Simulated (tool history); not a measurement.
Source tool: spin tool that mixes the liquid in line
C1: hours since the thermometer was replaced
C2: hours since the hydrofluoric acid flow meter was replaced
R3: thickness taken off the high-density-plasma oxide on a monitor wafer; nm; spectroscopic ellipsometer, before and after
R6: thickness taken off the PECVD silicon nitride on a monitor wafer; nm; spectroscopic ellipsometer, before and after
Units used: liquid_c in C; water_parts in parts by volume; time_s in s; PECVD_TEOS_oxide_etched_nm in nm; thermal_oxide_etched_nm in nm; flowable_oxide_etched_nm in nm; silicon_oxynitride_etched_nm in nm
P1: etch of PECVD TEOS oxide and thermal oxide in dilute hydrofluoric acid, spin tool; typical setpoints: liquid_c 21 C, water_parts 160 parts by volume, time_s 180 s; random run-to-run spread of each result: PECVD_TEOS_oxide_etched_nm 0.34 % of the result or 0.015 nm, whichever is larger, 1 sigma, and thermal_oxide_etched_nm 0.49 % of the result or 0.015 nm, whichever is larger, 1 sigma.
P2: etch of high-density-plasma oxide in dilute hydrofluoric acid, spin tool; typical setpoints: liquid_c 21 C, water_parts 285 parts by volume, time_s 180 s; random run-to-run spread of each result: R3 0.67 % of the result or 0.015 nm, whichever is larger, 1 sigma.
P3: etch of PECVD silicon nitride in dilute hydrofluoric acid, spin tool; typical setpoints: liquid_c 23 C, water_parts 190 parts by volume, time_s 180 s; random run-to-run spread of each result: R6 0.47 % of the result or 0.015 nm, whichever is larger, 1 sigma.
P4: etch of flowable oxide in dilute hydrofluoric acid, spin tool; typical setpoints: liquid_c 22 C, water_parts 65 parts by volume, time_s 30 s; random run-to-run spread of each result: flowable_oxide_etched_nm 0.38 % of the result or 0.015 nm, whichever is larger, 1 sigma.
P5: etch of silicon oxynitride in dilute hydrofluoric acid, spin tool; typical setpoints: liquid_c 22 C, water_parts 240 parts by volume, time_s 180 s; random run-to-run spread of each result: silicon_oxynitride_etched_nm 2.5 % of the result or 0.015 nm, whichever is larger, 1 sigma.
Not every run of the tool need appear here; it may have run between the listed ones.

run 1 hour=5.6 | process=P1 liquid_c=21 water_parts=160 time_s=180 | C1=564 C2=1176.7 | PECVD_TEOS_oxide_etched_nm=23.679 thermal_oxide_etched_nm=4.2921
run 2 hour=16.4 | process=P2 liquid_c=21 water_parts=135 time_s=180 | C1=574.8 C2=1187.5 | R3=8.3333
run 3 hour=23.2 | process=P4 liquid_c=22 water_parts=100 time_s=30 | C1=581.6 C2=1194.3 | flowable_oxide_etched_nm=6.6498
run 4 hour=31.3 | process=P4 liquid_c=25.5 water_parts=65 time_s=30 | C1=589.7 C2=1202.4 | flowable_oxide_etched_nm=12.311
run 5 hour=42.3 | process=P5 liquid_c=22 water_parts=105 time_s=180 | C1=600.7 C2=1213.4 | silicon_oxynitride_etched_nm=2.2351
run 6 hour=51.5 | process=P1 liquid_c=17 water_parts=160 time_s=180 | C1=609.9 C2=1222.6 | PECVD_TEOS_oxide_etched_nm=20.194 thermal_oxide_etched_nm=3.6526
run 7 hour=62.7 | process=P1 liquid_c=21 water_parts=160 time_s=300 | C1=621.1 C2=1233.8 | PECVD_TEOS_oxide_etched_nm=39.382 thermal_oxide_etched_nm=7.0982
run 8 hour=73.6 | process=P4 liquid_c=22 water_parts=65 time_s=30 | C1=632 C2=1244.7 | flowable_oxide_etched_nm=10.678
run 9 hour=79.2 | process=P2 liquid_c=21 water_parts=285 time_s=180 | C1=637.6 C2=1250.3 | R3=3.4491
run 10 hour=89.6 | process=P5 liquid_c=17 water_parts=240 time_s=180 | C1=648 C2=1260.7 | silicon_oxynitride_etched_nm=0.70555
run 11 hour=96.7 | process=P1 liquid_c=21 water_parts=160 time_s=180 | C1=655.1 C2=1267.8 | PECVD_TEOS_oxide_etched_nm=23.756 thermal_oxide_etched_nm=4.2399
run 12 hour=109.2 | process=P5 liquid_c=22 water_parts=240 time_s=180 | C1=667.6 C2=1280.3 | silicon_oxynitride_etched_nm=0.86785
run 13 hour=119.3 | process=P1 liquid_c=21 water_parts=35 time_s=180 | C1=677.7 C2=1290.4 | PECVD_TEOS_oxide_etched_nm=125.46 thermal_oxide_etched_nm=22.439
run 14 hour=125.7 | process=P1 liquid_c=21 water_parts=100 time_s=95 | C1=684.1 C2=1296.8 | PECVD_TEOS_oxide_etched_nm=21.326 thermal_oxide_etched_nm=3.8338
run 15 hour=134.6 | process=P2 liquid_c=21 water_parts=285 time_s=330 | C1=693 C2=1305.7 | R3=6.2752
run 16 hour=141.7 | process=P4 liquid_c=22 water_parts=65 time_s=55 | C1=700.1 C2=1312.8 | flowable_oxide_etched_nm=19.401
run 17 hour=152.8 | process=P2 liquid_c=17 water_parts=285 time_s=180 | C1=711.2 C2=1323.9 | R3=2.9238
run 18 hour=165 | process=P3 liquid_c=23 water_parts=190 time_s=180 | C1=723.4 C2=1336.1 | R6=5.0223
run 19 hour=177.3 | process=P1 liquid_c=21 water_parts=160 time_s=180 | C1=735.7 C2=1348.4 | PECVD_TEOS_oxide_etched_nm=23.917 thermal_oxide_etched_nm=4.2757
run 20 hour=187.5 | process=P1 liquid_c=21 water_parts=160 time_s=180 | C1=745.9 C2=1358.6 | PECVD_TEOS_oxide_etched_nm=23.751 thermal_oxide_etched_nm=4.3014
run 21 hour=197.3 | process=P1 liquid_c=21 water_parts=160 time_s=180 | C1=755.7 C2=1368.4 | PECVD_TEOS_oxide_etched_nm=23.622 thermal_oxide_etched_nm=4.2691
run 22 hour=206.2 | process=P3 liquid_c=23 water_parts=190 time_s=180 | C1=764.6 C2=1377.3 | R6=5.0171
run 23 hour=216.7 | process=P1 liquid_c=21 water_parts=160 time_s=80 | C1=775.1 C2=1387.8 | PECVD_TEOS_oxide_etched_nm=10.583 thermal_oxide_etched_nm=1.9057
run 24 hour=224 | process=P5 liquid_c=22 water_parts=240 time_s=305 | C1=782.4 C2=1395.1 | silicon_oxynitride_etched_nm=1.4964
run 25 hour=233.9 | process=P3 liquid_c=23 water_parts=190 time_s=55 | C1=792.3 C2=1405 | R6=1.5119
run 26 hour=244 | process=P3 liquid_c=17 water_parts=190 time_s=180 | C1=802.4 C2=1415.1 | R6=3.3741
run 27 hour=252.6 | process=P1 liquid_c=26.5 water_parts=160 time_s=180 | C1=811 C2=1423.7 | PECVD_TEOS_oxide_etched_nm=29.189 thermal_oxide_etched_nm=5.2325
run 28 hour=264.8 | process=P5 liquid_c=22 water_parts=240 time_s=180 | C1=823.2 C2=1435.9 | silicon_oxynitride_etched_nm=0.86532
run 29 hour=273.6 | process=P1 liquid_c=21 water_parts=160 time_s=180 | C1=832 C2=1444.7 | PECVD_TEOS_oxide_etched_nm=23.872 thermal_oxide_etched_nm=4.2612
run 30 hour=282.2 | process=P3 liquid_c=23 water_parts=260 time_s=180 | C1=840.6 C2=1453.3 | R6=3.674
run 31 hour=294.3 | process=P2 liquid_c=21 water_parts=285 time_s=180 | C1=852.7 C2=1465.4 | R3=3.4429
run 32 hour=300.8 | process=P1 liquid_c=21 water_parts=285 time_s=180 | C1=859.2 C2=1471.9 | PECVD_TEOS_oxide_etched_nm=11.753 thermal_oxide_etched_nm=2.0968
run 33 hour=311.4 | process=P1 liquid_c=28.5 water_parts=160 time_s=340 | C1=869.8 C2=1482.5 | PECVD_TEOS_oxide_etched_nm=59.258 thermal_oxide_etched_nm=10.71
run 34 hour=320.8 | process=P1 liquid_c=21 water_parts=160 time_s=180 | C1=879.2 C2=1491.9 | PECVD_TEOS_oxide_etched_nm=23.66 thermal_oxide_etched_nm=4.2324
run 35 hour=327.1 | process=P1 liquid_c=21 water_parts=160 time_s=180 | C1=885.5 C2=1498.2 | PECVD_TEOS_oxide_etched_nm=24.256 thermal_oxide_etched_nm=4.3465
run 36 hour=339.6 | process=P1 liquid_c=21 water_parts=160 time_s=180 | C1=898 C2=1510.7 | PECVD_TEOS_oxide_etched_nm=24.95 thermal_oxide_etched_nm=4.5005
run 37 hour=349 | process=P1 liquid_c=21 water_parts=160 time_s=180 | C1=907.4 C2=1520.1 | PECVD_TEOS_oxide_etched_nm=25.214 thermal_oxide_etched_nm=4.5368
run 38 hour=356.5 | process=P1 liquid_c=21 water_parts=160 time_s=180 | C1=914.9 C2=1527.6 | PECVD_TEOS_oxide_etched_nm=25.318 thermal_oxide_etched_nm=4.5749
run 39 hour=368.3 | process=P1 liquid_c=21 water_parts=160 time_s=180 | C1=926.7 C2=1539.4 | PECVD_TEOS_oxide_etched_nm=25.393 thermal_oxide_etched_nm=4.539
run 40 hour=377.9 | process=P1 liquid_c=21 water_parts=160 time_s=180 | C1=936.3 C2=1549 | PECVD_TEOS_oxide_etched_nm=25.304 thermal_oxide_etched_nm=4.5103

Something has made what P1 gives creep away from where it was; the 2 causes below, each at its own stated size, fit the log equally well:
A: hydrofluoric acid flow above the setpoint (%) = 5.86
B: liquid hotter than its thermometer reads (K) = 1.71
Onset of the creep was near hour 320.8.

Below are 4 check runs, each on a single wafer, with their results shown as question marks. Which of them would tell the listed causes apart, meaning the causes would give clearly different results under it?
run check 1 hour=387.5 | process=P5 liquid_c=22 water_parts=240 time_s=180 | silicon_oxynitride_etched_nm=?
run check 2 hour=387.5 | process=P3 liquid_c=23 water_parts=190 time_s=180 | R6=?
run check 3 hour=387.5 | process=P4 liquid_c=22 water_parts=65 time_s=30 | flowable_oxide_etched_nm=?
run check 4 hour=387.5 | process=P2 liquid_c=21 water_parts=285 time_s=180 | R3=?

Check results expected under each cause:
check=check_1 result=silicon_oxynitride_etched_nm if_A=0.9281 if_B=0.93704
check=check_2 result=R6 if_A=5.2909 if_B=5.5765
check=check_3 result=flowable_oxide_etched_nm if_A=11.364 if_B=11.464
check=check_4 result=R3 if_A=3.6831 if_B=3.646
Per check, the gap between the least separated pair of causes, taken in the result that splits them most: check 1 0.96 %; check 2 5.26 %; check 3 0.88 %; check 4 1.01 %
Check 2 tells the causes apart: in the others they would give nearly the same result.

Here is what check 2 returned: R6 5.5714 nm. Which cause is it?

It was cause B: liquid hotter than its thermometer reads (K).
